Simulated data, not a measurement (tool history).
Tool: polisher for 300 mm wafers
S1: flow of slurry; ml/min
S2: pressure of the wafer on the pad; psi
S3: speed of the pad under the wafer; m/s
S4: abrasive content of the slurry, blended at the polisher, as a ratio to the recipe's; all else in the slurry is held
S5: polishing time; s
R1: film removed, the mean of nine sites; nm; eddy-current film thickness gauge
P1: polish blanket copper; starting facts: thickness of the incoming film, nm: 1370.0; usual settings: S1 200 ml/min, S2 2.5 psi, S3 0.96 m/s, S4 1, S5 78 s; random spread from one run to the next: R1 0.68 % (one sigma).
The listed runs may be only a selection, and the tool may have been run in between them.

run,hour,S1,S2,S3,S4,S5,R1
1,5.8,200,2.5,0.96,1,78,235.24
2,12.4,200,2.5,0.96,1,39,115.47
3,24.1,200,2.5,0.44,1,78,107.11
4,34.1,200,2.5,0.96,1.45,78,253.19
5,42.8,200,2.5,0.96,1,113,341.2
6,51.3,120,2.5,0.96,1,78,215.09
7,61.7,200,2.5,0.96,1,78,232.09
8,70.7,200,2.5,0.96,0.55,78,207.12
9,80.4,200,2.5,0.96,1,78,235.77
10,93.1,200,2.5,1.4,1,78,338.09
11,98.8,140,1.3,0.96,1,78,114.58
12,104.8,200,1.1,0.96,1,78,103.22
13,112.9,200,2.5,0.96,1,78,232.98
14,120.4,200,3.9,0.96,1,78,363
15,131.4,315,2.5,0.96,1,78,245.35
16,139.7,200,2.5,0.96,1,78,234.68
17,151.8,200,2.5,0.96,1,78,226.31
18,161.8,200,2.5,0.96,1,78,222.65
19,167.8,200,2.5,0.96,1,78,222.7
20,177,200,2.5,0.96,1,78,217.84
# hour 177.1: head pressure recalibrated
# hour 179.4: slurry blender recalibrated
21,184.5,200,2.5,0.96,1,78,220.26
22,196.5,200,2.5,0.96,1,78,217.06
23,204.9,200,2.5,0.96,1,78,219.11
24,215.6,200,2.5,0.96,1,78,214.19
25,221.6,200,2.5,0.96,1,78,216.71
26,230.5,200,2.5,0.96,1,78,214.46

P1 no longer gives what it gave before; its output has crept away from where it was. The following 2 causes, each at its listed size, fit the log equally well:
A: removal rate lost through wear of the pad, % = 7.58
B: slurry flow missing at the pad, % = 38
The drift started at roughly hour 139.7.
Excluded causes, each with its reason:
head's pressure below its setpoint, %: serviced after onset, at hour 177.1, with no recovery of the prior output
abrasive missing from the slurry, %: serviced after onset, at hour 179.4, with no recovery of the prior output

You are offered 4 check runs, listed below with question marks in place of their results; each one averages 5 wafers. Which run separates the listed causes by giving clearly different results for each?
check 1,239.4,200,2.5,0.96,0.55,53,?
check 2,239.4,200,1.3,0.96,1.45,78,?
check 3,239.4,310,2.5,0.96,1,78,?
check 4,239.4,200,1.2,0.5,1,78,?

What every check run would give for each of its results, assuming each possible cause in turn:
check,result,if A,if B
check 1,R1,129.64,129.63
check 2,R1,121.76,121.76
check 3,R1,226.24,232.33
check 4,R1,53.965,53.962
Per-check spread between the two closest causes, in the result where they differ most: check 1 0 %; check 2 0 %; check 3 2.66 %; check 4 0 %
Check 3 distinguishes between the causes, while the remaining checks would return nearly the same result for all of them.

After running check 3, the following was obtained: R1 233.62 nm. Which cause does this point to?

B is the cause: slurry flow missing at the pad, %.
